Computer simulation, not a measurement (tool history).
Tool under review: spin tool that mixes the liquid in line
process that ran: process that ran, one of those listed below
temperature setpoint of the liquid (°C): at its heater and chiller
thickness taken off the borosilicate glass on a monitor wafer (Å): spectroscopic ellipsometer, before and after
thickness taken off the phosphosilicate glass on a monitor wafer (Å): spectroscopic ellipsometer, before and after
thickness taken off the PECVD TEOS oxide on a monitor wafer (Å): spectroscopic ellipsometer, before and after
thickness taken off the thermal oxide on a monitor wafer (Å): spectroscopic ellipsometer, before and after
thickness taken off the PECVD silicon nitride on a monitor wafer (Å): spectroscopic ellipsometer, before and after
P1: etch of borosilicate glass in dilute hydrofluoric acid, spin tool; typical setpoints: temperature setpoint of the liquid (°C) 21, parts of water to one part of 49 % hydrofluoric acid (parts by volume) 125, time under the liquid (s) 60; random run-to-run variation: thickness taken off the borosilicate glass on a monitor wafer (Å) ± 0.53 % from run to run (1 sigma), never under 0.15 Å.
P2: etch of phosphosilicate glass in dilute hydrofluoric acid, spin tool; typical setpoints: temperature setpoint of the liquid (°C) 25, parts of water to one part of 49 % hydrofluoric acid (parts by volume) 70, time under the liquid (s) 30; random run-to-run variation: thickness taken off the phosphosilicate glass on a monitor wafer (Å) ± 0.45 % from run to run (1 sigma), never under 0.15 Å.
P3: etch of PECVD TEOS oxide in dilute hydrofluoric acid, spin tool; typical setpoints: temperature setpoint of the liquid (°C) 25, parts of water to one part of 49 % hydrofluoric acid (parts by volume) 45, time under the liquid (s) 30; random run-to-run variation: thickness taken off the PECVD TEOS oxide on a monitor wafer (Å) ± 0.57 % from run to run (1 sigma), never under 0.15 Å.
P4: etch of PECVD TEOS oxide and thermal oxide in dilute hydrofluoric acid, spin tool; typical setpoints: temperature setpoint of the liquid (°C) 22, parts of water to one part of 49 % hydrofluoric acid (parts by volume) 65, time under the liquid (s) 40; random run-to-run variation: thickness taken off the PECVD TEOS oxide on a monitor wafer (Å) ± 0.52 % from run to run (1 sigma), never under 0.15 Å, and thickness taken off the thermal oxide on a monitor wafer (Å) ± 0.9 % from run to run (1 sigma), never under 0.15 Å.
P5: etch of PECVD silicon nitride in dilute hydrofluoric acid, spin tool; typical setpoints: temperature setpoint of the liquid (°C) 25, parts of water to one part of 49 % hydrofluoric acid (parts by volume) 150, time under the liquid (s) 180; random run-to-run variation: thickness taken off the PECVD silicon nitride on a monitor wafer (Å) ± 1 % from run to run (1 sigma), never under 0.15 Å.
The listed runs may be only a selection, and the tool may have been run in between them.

run	hour	process that ran	temperature setpoint of the liquid (°C)	parts of water to one part of 49 % hydrofluoric acid (parts by volume)	time under the liquid (s)	thickness taken off the borosilicate glass on a monitor wafer (Å)	thickness taken off the phosphosilicate glass on a monitor wafer (Å)	thickness taken off the PECVD TEOS oxide on a monitor wafer (Å)	thickness taken off the thermal oxide on a monitor wafer (Å)	thickness taken off the PECVD silicon nitride on a monitor wafer (Å)
1	5.2	P1	21	125	60	162.77				
2	10.6	P2	31.5	70	30		1172.1			
3	14.6	P1	21	125	60	163.45				
4	20.8	P1	25.5	125	60	194.59				
5	27.3	P1	21	125	60	161.51				
6	31.3	P1	21	125	120	321.92				
7	34.3	P2	25	70	50		1497.9			
8	39.2	P1	21	125	60	163.02				
9	43.5	P1	17	125	60	138.07				
10	49.1	P1	21	125	60	162.45				
11	54.2	P4	17	65	40			99.904	21.654	
12	57.1	P1	17	125	15	34.831				
13	63.2	P2	25	70	30		909.83			
14	67.9	P1	21	125	15	40.745				
15	70.8	P1	21	125	60	161.05				
16	76.9	P2	25	125	30		472.74			
17	80.6	P5	32	150	180					35.781
18	85.9	P1	21	125	60	163.58				
19	90	P4	22	65	15			46.338	10.138	
20	92.9	P5	25	150	15					1.9206
21	97.8	P5	25	70	180					48.853
22	101.5	P1	21	40	60	562.21				
23	104.9	P5	25	150	180					23.257
24	109.8	P5	25	150	180					22.781
25	114	P4	22	65	40			123.78	26.381	
26	120.1	P3	29.5	45	30			75.967		
27	125.4	P3	25	45	30			62.865		
28	131.8	P3	25	30	30			96.419		
29	137.9	P3	25	45	45			94.945		
30	142	P4	22	90	40			86.012	18.713	
31	145.6	P1	21	180	60	106.97				
32	150.1	P1	21	125	60	162.69				
33	155	P1	21	125	60	170.04				
34	159	P1	21	125	60	172.71				
35	162.9	P1	21	125	60	174.85				
36	169.2	P1	21	125	60	177.2				
37	172.9	P1	21	125	60	178.76				
38	178.4	P1	21	125	60	178.12				
39	184.6	P1	21	125	60	179.01				
40	189	P1	21	125	60	179.11				

Something has made what P1 gives creep away from where it was; the 2 causes below, each at its own stated size, fit the log equally well:
A: liquid hotter than its thermometer reads (K) = 2.33
B: hydrofluoric acid flow above the setpoint (%) = 8.46
Creep in the process output first set in at about hour 150.1.

Of the 4 check runs below, each run on 2 wafers with the results averaged and each result still a question mark, which one would tell the listed causes apart?
check 1	193.4	P3	25	45	30			?		
check 2	193.4	P4	22	65	40			?	?	
check 3	193.4	P5	25	150	180					?
check 4	193.4	P2	25	70	30		?			

What each check would give under each cause:
check	result	if A	if B
check 1	thickness taken off the PECVD TEOS oxide on a monitor wafer (Å)	69.526	68.927
check 2	thickness taken off the PECVD TEOS oxide on a monitor wafer (Å)	135.44	134.37
check 2	thickness taken off the thermal oxide on a monitor wafer (Å)	29.296	29.064
check 3	thickness taken off the PECVD silicon nitride on a monitor wafer (Å)	26.441	24.731
check 4	thickness taken off the phosphosilicate glass on a monitor wafer (Å)	992.94	988.72
Smallest distance between any two causes, each pair judged by its most separating result, in per cent: check 1 0.86 %; check 2 0.79 %; check 3 6.68 %; check 4 0.43 %
Check 3 tells the causes apart: in the others they would give nearly the same result.

Check 3 was then run and gave: thickness taken off the PECVD silicon nitride on a monitor wafer (Å) 26.377. Which cause is it?

It was cause A: liquid hotter than its thermometer reads (K).
